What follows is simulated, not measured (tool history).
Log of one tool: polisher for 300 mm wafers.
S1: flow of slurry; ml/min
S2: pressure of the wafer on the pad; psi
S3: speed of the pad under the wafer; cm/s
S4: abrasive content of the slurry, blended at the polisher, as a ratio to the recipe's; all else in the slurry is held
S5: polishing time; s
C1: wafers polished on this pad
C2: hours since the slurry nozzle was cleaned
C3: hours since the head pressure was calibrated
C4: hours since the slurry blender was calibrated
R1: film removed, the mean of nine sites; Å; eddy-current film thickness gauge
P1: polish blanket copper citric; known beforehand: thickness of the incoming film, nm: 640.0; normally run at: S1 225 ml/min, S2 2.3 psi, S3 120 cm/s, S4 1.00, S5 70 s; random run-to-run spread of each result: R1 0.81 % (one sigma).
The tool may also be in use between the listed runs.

Run 1, hour 7.3: S1 225 ml/min, S2 2.3 psi, S3 120 cm/s, S4 1.00, S5 70 s; C1 899; C2 296.8; C3 785.6; C4 272.4. Result: R1 1308.00 Å.
Run 2, hour 11.5: S1 225 ml/min, S2 2.3 psi, S3 120 cm/s, S4 1.00, S5 70 s; C1 951; C2 301.0; C3 789.8; C4 276.6. Result: R1 1279.90 Å.
Run 3, hour 17.6: S1 225 ml/min, S2 2.3 psi, S3 120 cm/s, S4 1.00, S5 70 s; C1 1027; C2 307.1; C3 795.9; C4 282.7. Result: R1 1303.40 Å.
Run 4, hour 24.6: S1 135 ml/min, S2 2.3 psi, S3 120 cm/s, S4 1.00, S5 70 s; C1 1114; C2 314.1; C3 802.9; C4 289.7. Result: R1 1199.90 Å.
Run 5, hour 32.7: S1 225 ml/min, S2 1.0 psi, S3 120 cm/s, S4 1.00, S5 70 s; C1 1215; C2 322.2; C3 811.0; C4 297.8. Result: R1 572.70 Å.
Run 6, hour 38.0: S1 225 ml/min, S2 2.3 psi, S3 188 cm/s, S4 1.00, S5 70 s; C1 1280; C2 327.5; C3 816.3; C4 303.1. Result: R1 2030.10 Å.
Run 7, hour 44.1: S1 225 ml/min, S2 2.3 psi, S3 120 cm/s, S4 1.00, S5 104 s; C1 1356; C2 333.6; C3 822.4; C4 309.2. Result: R1 1919.40 Å.
At hour 48.0: head pressure recalibrated.
Run 8, hour 48.2: S1 225 ml/min, S2 2.3 psi, S3 120 cm/s, S4 1.00, S5 70 s; C1 1407; C2 337.7; C3 0.3; C4 313.3. Result: R1 1291.20 Å.
Run 9, hour 54.7: S1 225 ml/min, S2 2.3 psi, S3 60 cm/s, S4 1.00, S5 70 s; C1 1488; C2 344.2; C3 6.8; C4 319.8. Result: R1 673.53 Å.
Run 10, hour 58.7: S1 225 ml/min, S2 3.5 psi, S3 120 cm/s, S4 1.00, S5 100 s; C1 1538; C2 348.2; C3 10.8; C4 323.8. Result: R1 2802.50 Å.
At hour 60.0: slurry nozzle cleaned.
Run 11, hour 64.6: S1 225 ml/min, S2 3.1 psi, S3 120 cm/s, S4 1.00, S5 70 s; C1 1611; C2 4.7; C3 16.7; C4 329.7. Result: R1 1763.90 Å.
Run 12, hour 70.5: S1 225 ml/min, S2 2.3 psi, S3 120 cm/s, S4 1.00, S5 70 s; C1 1684; C2 10.6; C3 22.6; C4 335.6. Result: R1 1283.90 Å.
Run 13, hour 77.1: S1 225 ml/min, S2 2.3 psi, S3 120 cm/s, S4 1.00, S5 32 s; C1 1766; C2 17.2; C3 29.2; C4 342.2. Result: R1 585.81 Å.
Run 14, hour 83.5: S1 315 ml/min, S2 2.3 psi, S3 120 cm/s, S4 1.00, S5 70 s; C1 1846; C2 23.6; C3 35.6; C4 348.6. Result: R1 1342.40 Å.
Run 15, hour 88.1: S1 225 ml/min, S2 2.3 psi, S3 120 cm/s, S4 1.25, S5 70 s; C1 1903; C2 28.2; C3 40.2; C4 353.2. Result: R1 1361.30 Å.
Run 16, hour 93.2: S1 225 ml/min, S2 2.3 psi, S3 120 cm/s, S4 0.55, S5 70 s; C1 1966; C2 33.3; C3 45.3; C4 358.3. Result: R1 1154.20 Å.
Run 17, hour 100.2: S1 225 ml/min, S2 2.3 psi, S3 120 cm/s, S4 1.00, S5 70 s; C1 2053; C2 40.3; C3 52.3; C4 365.3. Result: R1 1274.40 Å.

What will run 18 give?
Run 18, hour 104.0: S1 225 ml/min, S2 2.3 psi, S3 120 cm/s, S4 1.00, S5 70 s; C1 2100; C2 44.1; C3 56.1; C4 369.1. Result: R1 ?.

Run 18 gave R1 1278.30 Å.
